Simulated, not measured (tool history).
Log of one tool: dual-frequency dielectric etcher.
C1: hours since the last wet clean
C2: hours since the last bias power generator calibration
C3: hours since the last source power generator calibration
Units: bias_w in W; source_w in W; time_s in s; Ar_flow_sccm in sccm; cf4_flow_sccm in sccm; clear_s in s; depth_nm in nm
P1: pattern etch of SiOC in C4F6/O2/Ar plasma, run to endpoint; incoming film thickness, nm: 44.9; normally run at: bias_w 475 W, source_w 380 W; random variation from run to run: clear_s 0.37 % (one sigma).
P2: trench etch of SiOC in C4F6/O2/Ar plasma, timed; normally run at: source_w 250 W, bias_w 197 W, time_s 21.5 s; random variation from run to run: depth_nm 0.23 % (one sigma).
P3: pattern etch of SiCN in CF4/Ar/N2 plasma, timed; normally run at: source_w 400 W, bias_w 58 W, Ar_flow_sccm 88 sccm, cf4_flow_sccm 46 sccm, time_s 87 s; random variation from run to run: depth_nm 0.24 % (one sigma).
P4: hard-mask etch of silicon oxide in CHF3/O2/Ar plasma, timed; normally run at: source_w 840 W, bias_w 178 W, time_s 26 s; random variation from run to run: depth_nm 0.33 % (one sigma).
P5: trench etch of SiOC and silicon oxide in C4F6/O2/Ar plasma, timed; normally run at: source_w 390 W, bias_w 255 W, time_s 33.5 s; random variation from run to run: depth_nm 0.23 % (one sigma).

Run 1, day 0.317: process P1, bias_w 475 W, source_w 380 W; C1 122.4; C2 1649.9; C3 1306.8. Result: clear_s 15.754 s.
Run 2, day 0.946: process P4, bias_w 178 W, source_w 840 W, time_s 26 s; C1 137.5; C2 1665; C3 1321.9. Result: depth_nm 59.363 nm.
Run 3, day 1.592: process P5, bias_w 255 W, source_w 550 W, time_s 33.5 s; C1 153; C2 1680.5; C3 1337.4. Result: depth_nm 82.3 nm.
Run 4, day 2.225: process P4, bias_w 178 W, source_w 840 W, time_s 37 s; C1 168.2; C2 1695.7; C3 1352.6. Result: depth_nm 84.218 nm.
Run 5, day 2.821: process P4, bias_w 178 W, source_w 1070 W, time_s 26 s; C1 182.5; C2 1710; C3 1366.9. Result: depth_nm 64.919 nm.
Run 6, day 3.496: process P4, bias_w 178 W, source_w 840 W, time_s 26 s; C1 198.7; C2 1726.2; C3 1383.1. Result: depth_nm 59.036 nm.
At day 3.896: wet clean of the chamber.
Run 7, day 4.121: process P2, bias_w 134 W, source_w 250 W, time_s 21.5 s; C1 5.4; C2 1741.2; C3 1398.1. Result: depth_nm 34.978 nm.
Run 8, day 4.688: process P1, bias_w 364 W, source_w 380 W; C1 19; C2 1754.8; C3 1411.7. Result: clear_s 17.308 s.
Run 9, day 5.267: process P5, bias_w 359 W, source_w 390 W, time_s 33.5 s; C1 32.9; C2 1768.7; C3 1425.6. Result: depth_nm 81.58 nm.
Run 10, day 5.804: process P1, bias_w 634 W, source_w 510 W; C1 45.8; C2 1781.6; C3 1438.5. Result: clear_s 12.7 s.
Run 11, day 6.308: process P5, bias_w 255 W, source_w 390 W, time_s 33.5 s; C1 57.9; C2 1793.7; C3 1450.6. Result: depth_nm 72.266 nm.
Run 12, day 6.979: process P1, bias_w 475 W, source_w 380 W; C1 74; C2 1809.8; C3 1466.7. Result: clear_s 15.851 s.
Run 13, day 7.296: process P1, bias_w 475 W, source_w 380 W; C1 81.6; C2 1817.4; C3 1474.3. Result: clear_s 15.823 s.
Run 14, day 7.871: process P3, bias_w 74 W, source_w 400 W, time_s 87 s, Ar_flow_sccm 88 sccm, cf4_flow_sccm 46 sccm; C1 95.4; C2 1831.2; C3 1488.1. Result: depth_nm 65.3 nm.
Run 15, day 8.571: process P3, bias_w 58 W, source_w 400 W, time_s 66 s, Ar_flow_sccm 88 sccm, cf4_flow_sccm 46 sccm; C1 112.2; C2 1848; C3 1504.9. Result: depth_nm 45.535 nm.
Run 16, day 9.217: process P3, bias_w 58 W, source_w 400 W, time_s 87 s, Ar_flow_sccm 88 sccm, cf4_flow_sccm 46 sccm; C1 127.7; C2 1863.5; C3 1520.4. Result: depth_nm 59.921 nm.
Run 17, day 9.717: process P3, bias_w 58 W, source_w 490 W, time_s 87 s, Ar_flow_sccm 88 sccm, cf4_flow_sccm 46 sccm; C1 139.7; C2 1875.5; C3 1532.4. Result: depth_nm 71.452 nm.
Run 18, day 10.421: process P4, bias_w 136 W, source_w 840 W, time_s 26 s; C1 156.6; C2 1892.4; C3 1549.3. Result: depth_nm 54.125 nm.
Run 19, day 10.921: process P2, bias_w 197 W, source_w 250 W, time_s 12 s; C1 168.6; C2 1904.4; C3 1561.3. Result: depth_nm 22.08 nm.
Run 20, day 11.412: process P2, bias_w 197 W, source_w 250 W, time_s 21.5 s; C1 180.4; C2 1916.2; C3 1573.1. Result: depth_nm 39.563 nm.

The next listed run, before its measurement:
Run 21, day 12.046: process P1, bias_w 475 W, source_w 380 W; C1 195.6; C2 1931.4; C3 1588.3. Result: clear_s ?.

{"run 21": {"clear_s": 15.902}}

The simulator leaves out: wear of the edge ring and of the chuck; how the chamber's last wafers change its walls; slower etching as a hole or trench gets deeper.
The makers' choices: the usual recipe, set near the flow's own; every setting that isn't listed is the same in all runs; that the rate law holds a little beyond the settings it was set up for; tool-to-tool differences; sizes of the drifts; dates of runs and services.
